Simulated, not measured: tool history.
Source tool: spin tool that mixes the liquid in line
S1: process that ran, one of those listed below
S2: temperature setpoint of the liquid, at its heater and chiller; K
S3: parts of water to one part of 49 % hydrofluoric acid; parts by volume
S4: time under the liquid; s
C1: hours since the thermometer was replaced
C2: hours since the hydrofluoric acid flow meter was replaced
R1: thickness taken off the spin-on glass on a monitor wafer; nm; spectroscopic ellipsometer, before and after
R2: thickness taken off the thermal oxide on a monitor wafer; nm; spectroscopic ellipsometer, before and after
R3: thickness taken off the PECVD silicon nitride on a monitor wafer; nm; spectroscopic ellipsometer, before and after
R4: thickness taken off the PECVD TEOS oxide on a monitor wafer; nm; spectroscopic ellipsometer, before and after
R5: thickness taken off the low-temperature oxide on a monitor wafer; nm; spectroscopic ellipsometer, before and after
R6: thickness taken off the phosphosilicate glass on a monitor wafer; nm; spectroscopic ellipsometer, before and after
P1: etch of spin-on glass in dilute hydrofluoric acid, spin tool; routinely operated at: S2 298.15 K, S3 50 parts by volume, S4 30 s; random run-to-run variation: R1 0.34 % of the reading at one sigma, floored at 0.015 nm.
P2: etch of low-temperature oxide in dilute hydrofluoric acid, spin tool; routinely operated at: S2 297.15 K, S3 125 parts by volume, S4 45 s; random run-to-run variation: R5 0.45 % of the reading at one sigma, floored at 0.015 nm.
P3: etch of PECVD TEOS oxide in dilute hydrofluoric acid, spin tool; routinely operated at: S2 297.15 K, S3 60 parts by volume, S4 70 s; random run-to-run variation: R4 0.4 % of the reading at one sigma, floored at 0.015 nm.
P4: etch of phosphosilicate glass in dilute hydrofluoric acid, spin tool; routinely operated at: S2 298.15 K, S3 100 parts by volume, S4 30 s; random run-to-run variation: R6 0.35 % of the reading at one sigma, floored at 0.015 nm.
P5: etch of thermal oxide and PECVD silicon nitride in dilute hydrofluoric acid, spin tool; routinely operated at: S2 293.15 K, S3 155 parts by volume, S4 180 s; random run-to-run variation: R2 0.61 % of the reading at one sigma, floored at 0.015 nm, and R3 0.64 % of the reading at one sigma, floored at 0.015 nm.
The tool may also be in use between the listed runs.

run,hour,S1,S2,S3,S4,C1,C2,R1,R2,R3,R4,R5,R6
1,13.3,P1,298.15,50,30,689.0,1304.7,20.0960,,,,,
2,25.2,P1,298.15,50,15,700.9,1316.6,10.0860,,,,,
3,38.6,P1,298.15,50,30,714.3,1330.0,20.0010,,,,,
4,56.2,P1,298.15,75,30,731.9,1347.6,12.9220,,,,,
5,67.1,P5,293.15,280,180,742.8,1358.5,,2.1760,2.9041,,,
6,78.2,P5,290.15,155,180,753.9,1369.6,,3.8780,4.1797,,,
7,92.3,P3,297.15,105,70,768.0,1383.7,,,,19.135,,
8,104.5,P1,298.15,50,30,780.2,1395.9,20.1000,,,,,
9,117.7,P3,297.15,60,70,793.4,1409.1,,,,35.657,,
10,130.1,P5,293.15,155,340,805.8,1421.5,,8.3129,9.6149,,,
11,138.7,P1,298.15,50,60,814.4,1430.1,40.2860,,,,,
12,152.0,P3,291.15,60,70,827.7,1443.4,,,,27.505,,
13,169.5,P1,303.65,50,30,845.2,1460.9,24.8510,,,,,
14,187.1,P2,297.15,125,45,862.8,1478.5,,,,,5.2340,
15,203.4,P1,298.15,50,30,879.1,1494.8,19.9840,,,,,
16,216.7,P4,298.15,100,30,892.4,1508.1,,,,,,44.171
17,230.9,P3,297.15,60,130,906.6,1522.3,,,,66.048,,
18,247.2,P2,297.15,125,15,922.9,1538.6,,,,,1.7459,
19,258.0,P4,298.15,100,30,933.7,1549.4,,,,,,44.264
20,275.8,P4,290.15,100,30,951.5,1567.2,,,,,,31.952
21,289.3,P1,298.15,20,30,965.0,1580.7,51.9820,,,,,
22,298.2,P1,298.15,50,30,973.9,1589.6,19.9120,,,,,
23,313.3,P5,293.15,155,180,989.0,1604.7,,4.4509,5.0844,,,
24,326.7,P1,298.15,70,15,1002.4,1618.1,6.9813,,,,,
25,338.5,P1,298.15,50,30,1014.2,1629.9,20.1350,,,,,
26,347.5,P5,293.15,155,180,1023.2,1638.9,,4.4241,5.1004,,,
27,362.3,P4,298.15,185,30,1038.0,1653.7,,,,,,21.477
28,378.6,P2,291.65,125,45,1054.3,1670.0,,,,,4.2060,
29,394.5,P2,297.15,125,45,1070.2,1685.9,,,,,5.2400,
30,404.8,P4,298.15,100,60,1080.5,1696.2,,,,,,88.155
31,413.4,P1,292.65,50,30,1089.1,1704.8,15.9070,,,,,
32,429.0,P2,297.15,35,45,1104.7,1720.4,,,,,21.0590,
33,444.1,P1,298.15,50,30,1119.8,1735.5,20.0080,,,,,
34,459.9,P1,298.15,50,30,1135.6,1751.3,20.0260,,,,,
35,470.9,P1,298.15,50,30,1146.6,1762.3,20.3080,,,,,
36,485.6,P1,298.15,50,30,1161.3,1777.0,20.7350,,,,,
37,498.8,P1,298.15,50,30,1174.5,1790.2,20.9700,,,,,
38,510.4,P1,298.15,50,30,1186.1,1801.8,21.0780,,,,,
39,520.1,P1,298.15,50,30,1195.8,1811.5,21.1450,,,,,
40,531.5,P1,298.15,50,30,1207.2,1822.9,21.0950,,,,,
41,541.5,P1,298.15,50,30,1217.2,1832.9,21.2950,,,,,
42,554.8,P1,298.15,50,30,1230.5,1846.2,21.2800,,,,,
43,572.4,P1,298.15,50,30,1248.1,1863.8,21.2690,,,,,
44,589.7,P1,298.15,50,30,1265.4,1881.1,21.3420,,,,,

Something has made what P1 gives creep away from where it was; the 2 causes below, each at its own stated size, fit the log equally well:
A: hydrofluoric acid flow above the setpoint (%) = 6.03
B: liquid hotter than its thermometer reads (K) = 1.54
The gradual shift began around hour 459.9.

Which of the check runs below tells the causes apart, meaning the causes would give it clearly different results? Each run uses 2 wafers whose results are averaged, and each result is shown as a question mark.
check 1,607.0,P2,294.15,125,45,,,,,,,?,
check 2,607.0,P3,293.65,60,70,,,,,,?,,
check 3,607.0,P4,291.65,100,30,,,,,,,,?
check 4,607.0,P5,290.15,215,180,,,,?,?,,,

Expected result of each check under each candidate cause:
check,result,if A,if B
check 1,R5,5.0053,4.9792
check 2,R4,32.618,32.673
check 3,R6,36.156,36.117
check 4,R2,2.8553,2.8290
check 4,R3,3.2229,3.3766
Per-check spread between the two closest causes, in the result where they differ most: check 1 0.52 %; check 2 0.17 %; check 3 0.11 %; check 4 4.66 %
Check 4 distinguishes between the causes, while the remaining checks would return nearly the same result for all of them.

Check 4 has now been run. It gave: R2 2.8516 nm; R3 3.3467 nm. Which of the candidate causes is it?

It was cause B: liquid hotter than its thermometer reads (K).
